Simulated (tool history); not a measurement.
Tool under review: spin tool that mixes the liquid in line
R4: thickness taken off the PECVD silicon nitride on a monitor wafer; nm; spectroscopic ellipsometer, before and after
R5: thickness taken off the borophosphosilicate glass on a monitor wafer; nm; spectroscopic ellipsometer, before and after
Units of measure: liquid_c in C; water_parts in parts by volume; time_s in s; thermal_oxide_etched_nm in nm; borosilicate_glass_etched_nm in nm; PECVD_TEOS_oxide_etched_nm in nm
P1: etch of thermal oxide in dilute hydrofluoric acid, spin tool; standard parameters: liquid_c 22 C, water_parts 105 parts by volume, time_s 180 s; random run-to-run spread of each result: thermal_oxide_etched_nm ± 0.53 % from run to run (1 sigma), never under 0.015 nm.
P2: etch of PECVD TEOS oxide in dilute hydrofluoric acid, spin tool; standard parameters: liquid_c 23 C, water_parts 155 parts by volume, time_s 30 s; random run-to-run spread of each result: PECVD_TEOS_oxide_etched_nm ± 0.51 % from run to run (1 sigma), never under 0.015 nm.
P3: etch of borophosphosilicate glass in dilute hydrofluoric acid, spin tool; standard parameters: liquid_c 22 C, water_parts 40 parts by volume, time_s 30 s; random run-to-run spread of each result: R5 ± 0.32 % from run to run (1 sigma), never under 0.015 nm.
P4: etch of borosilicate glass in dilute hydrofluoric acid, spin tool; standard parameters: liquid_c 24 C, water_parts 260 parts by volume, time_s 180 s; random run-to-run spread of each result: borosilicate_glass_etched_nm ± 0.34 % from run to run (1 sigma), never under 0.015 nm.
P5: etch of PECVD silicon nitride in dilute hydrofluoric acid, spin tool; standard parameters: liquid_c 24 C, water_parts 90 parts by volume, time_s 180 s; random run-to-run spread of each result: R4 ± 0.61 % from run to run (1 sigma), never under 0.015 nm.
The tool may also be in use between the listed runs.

{"run": 1, "hour": 9.7, "process": "P1", "liquid_c": 22, "water_parts": 105, "time_s": 180, "thermal_oxide_etched_nm": 7.5087}
{"run": 2, "hour": 17.3, "process": "P4", "liquid_c": 24, "water_parts": 260, "time_s": 305, "borosilicate_glass_etched_nm": 18.253}
{"run": 3, "hour": 29.0, "process": "P1", "liquid_c": 17.5, "water_parts": 105, "time_s": 180, "thermal_oxide_etched_nm": 6.2487}
{"run": 4, "hour": 37.1, "process": "P2", "liquid_c": 23, "water_parts": 280, "time_s": 30, "PECVD_TEOS_oxide_etched_nm": 1.9541}
{"run": 5, "hour": 46.5, "process": "P2", "liquid_c": 23, "water_parts": 155, "time_s": 30, "PECVD_TEOS_oxide_etched_nm": 3.9283}
{"run": 6, "hour": 58.9, "process": "P1", "liquid_c": 26, "water_parts": 105, "time_s": 50, "thermal_oxide_etched_nm": 2.4521}
{"run": 7, "hour": 68.8, "process": "P5", "liquid_c": 24, "water_parts": 90, "time_s": 180, "R4": 4.4126}
{"run": 8, "hour": 79.8, "process": "P1", "liquid_c": 22, "water_parts": 105, "time_s": 180, "thermal_oxide_etched_nm": 7.6225}
{"run": 9, "hour": 88.1, "process": "P3", "liquid_c": 22, "water_parts": 40, "time_s": 15, "R5": 13.844}
{"run": 10, "hour": 100.1, "process": "P5", "liquid_c": 18, "water_parts": 90, "time_s": 180, "R4": 2.9232}
{"run": 11, "hour": 107.1, "process": "P4", "liquid_c": 24, "water_parts": 260, "time_s": 180, "borosilicate_glass_etched_nm": 10.77}
{"run": 12, "hour": 119.3, "process": "P2", "liquid_c": 23, "water_parts": 155, "time_s": 45, "PECVD_TEOS_oxide_etched_nm": 6.0109}
{"run": 13, "hour": 132.6, "process": "P1", "liquid_c": 22, "water_parts": 105, "time_s": 180, "thermal_oxide_etched_nm": 7.5934}
{"run": 14, "hour": 138.9, "process": "P1", "liquid_c": 22, "water_parts": 105, "time_s": 80, "thermal_oxide_etched_nm": 3.3559}
{"run": 15, "hour": 146.7, "process": "P1", "liquid_c": 18.5, "water_parts": 65, "time_s": 180, "thermal_oxide_etched_nm": 11.026}
{"run": 16, "hour": 159.4, "process": "P5", "liquid_c": 24, "water_parts": 150, "time_s": 180, "R4": 2.6659}
{"run": 17, "hour": 171.5, "process": "P1", "liquid_c": 22, "water_parts": 105, "time_s": 315, "thermal_oxide_etched_nm": 13.281}
{"run": 18, "hour": 178.4, "process": "P1", "liquid_c": 18.5, "water_parts": 65, "time_s": 180, "thermal_oxide_etched_nm": 11.061}
{"run": 19, "hour": 184.4, "process": "P2", "liquid_c": 27, "water_parts": 155, "time_s": 30, "PECVD_TEOS_oxide_etched_nm": 4.6087}
{"run": 20, "hour": 197.3, "process": "P1", "liquid_c": 22, "water_parts": 170, "time_s": 180, "thermal_oxide_etched_nm": 4.3618}
{"run": 21, "hour": 210.1, "process": "P1", "liquid_c": 22, "water_parts": 105, "time_s": 180, "thermal_oxide_etched_nm": 7.5866}
{"run": 22, "hour": 221.9, "process": "P1", "liquid_c": 22, "water_parts": 60, "time_s": 180, "thermal_oxide_etched_nm": 13.982}
{"run": 23, "hour": 233.7, "process": "P4", "liquid_c": 24, "water_parts": 45, "time_s": 180, "borosilicate_glass_etched_nm": 79.512}
{"run": 24, "hour": 244.4, "process": "P1", "liquid_c": 26.5, "water_parts": 105, "time_s": 180, "thermal_oxide_etched_nm": 8.9508}
{"run": 25, "hour": 256.7, "process": "P4", "liquid_c": 20, "water_parts": 260, "time_s": 180, "borosilicate_glass_etched_nm": 9.2026}
{"run": 26, "hour": 267.5, "process": "P3", "liquid_c": 22, "water_parts": 60, "time_s": 30, "R5": 18.141}
{"run": 27, "hour": 279.7, "process": "P3", "liquid_c": 22, "water_parts": 40, "time_s": 30, "R5": 27.844}
{"run": 28, "hour": 289.9, "process": "P3", "liquid_c": 30, "water_parts": 40, "time_s": 30, "R5": 38.299}
{"run": 29, "hour": 302.1, "process": "P5", "liquid_c": 24, "water_parts": 90, "time_s": 15, "R4": 0.36404}
{"run": 30, "hour": 314.4, "process": "P1", "liquid_c": 22, "water_parts": 105, "time_s": 180, "thermal_oxide_etched_nm": 7.5112}
{"run": 31, "hour": 323.5, "process": "P1", "liquid_c": 22, "water_parts": 105, "time_s": 180, "thermal_oxide_etched_nm": 7.7392}
{"run": 32, "hour": 335.8, "process": "P1", "liquid_c": 22, "water_parts": 105, "time_s": 180, "thermal_oxide_etched_nm": 7.7579}
{"run": 33, "hour": 347.0, "process": "P1", "liquid_c": 22, "water_parts": 105, "time_s": 180, "thermal_oxide_etched_nm": 7.8803}
{"run": 34, "hour": 357.4, "process": "P1", "liquid_c": 22, "water_parts": 105, "time_s": 180, "thermal_oxide_etched_nm": 7.9443}
{"run": 35, "hour": 369.2, "process": "P1", "liquid_c": 22, "water_parts": 105, "time_s": 180, "thermal_oxide_etched_nm": 8.019}
{"run": 36, "hour": 376.4, "process": "P1", "liquid_c": 22, "water_parts": 105, "time_s": 180, "thermal_oxide_etched_nm": 8.1007}
{"run": 37, "hour": 384.7, "process": "P1", "liquid_c": 22, "water_parts": 105, "time_s": 180, "thermal_oxide_etched_nm": 8.1416}
{"run": 38, "hour": 395.0, "process": "P1", "liquid_c": 22, "water_parts": 105, "time_s": 180, "thermal_oxide_etched_nm": 8.0008}
{"run": 39, "hour": 407.0, "process": "P1", "liquid_c": 22, "water_parts": 105, "time_s": 180, "thermal_oxide_etched_nm": 8.1123}
{"run": 40, "hour": 420.0, "process": "P1", "liquid_c": 22, "water_parts": 105, "time_s": 180, "thermal_oxide_etched_nm": 8.113}
{"run": 41, "hour": 431.1, "process": "P1", "liquid_c": 22, "water_parts": 105, "time_s": 180, "thermal_oxide_etched_nm": 8.0753}

The output of P1 has drifted from where it used to be. Each of the 2 causes below, taken at the size shown beside it, accounts for the log equally well:
A: liquid hotter than its thermometer reads (K) = 1.67
B: hydrofluoric acid flow above the setpoint (%) = 6.11
The gradual shift began around hour 314.4.

Below are 4 check runs, each averaged over 2 wafers, with their results shown as question marks. Which of them would give clearly different results depending on which cause is behind the drift?
{"run": "check 1", "hour": 442.2, "process": "P5", "liquid_c": 18.5, "water_parts": 135, "time_s": 180, "R4": "?"}
{"run": "check 2", "hour": 442.2, "process": "P3", "liquid_c": 28, "water_parts": 40, "time_s": 30, "R5": "?"}
{"run": "check 3", "hour": 442.2, "process": "P4", "liquid_c": 20.5, "water_parts": 70, "time_s": 180, "borosilicate_glass_etched_nm": "?"}
{"run": "check 4", "hour": 442.2, "process": "P2", "liquid_c": 23, "water_parts": 225, "time_s": 30, "PECVD_TEOS_oxide_etched_nm": "?"}

Predicted outcomes, by check and by cause:
check=check_1 result=R4 if_A=2.2821 if_B=2.1593
check=check_2 result=R5 if_A=38.06 if_B=37.903
check=check_3 result=borosilicate_glass_etched_nm if_A=45.958 if_B=45.724
check=check_4 result=PECVD_TEOS_oxide_etched_nm if_A=2.7024 if_B=2.7346
Smallest distance between any two causes, each pair judged by its most separating result, in per cent: check 1 5.53 %; check 2 0.41 %; check 3 0.51 %; check 4 1.18 %
Only check 1 tells the causes apart: in the others they would give nearly the same result.

Then check 1 was run and gave: R4 2.2668 nm. Which cause is it?

It was cause A: liquid hotter than its thermometer reads (K).

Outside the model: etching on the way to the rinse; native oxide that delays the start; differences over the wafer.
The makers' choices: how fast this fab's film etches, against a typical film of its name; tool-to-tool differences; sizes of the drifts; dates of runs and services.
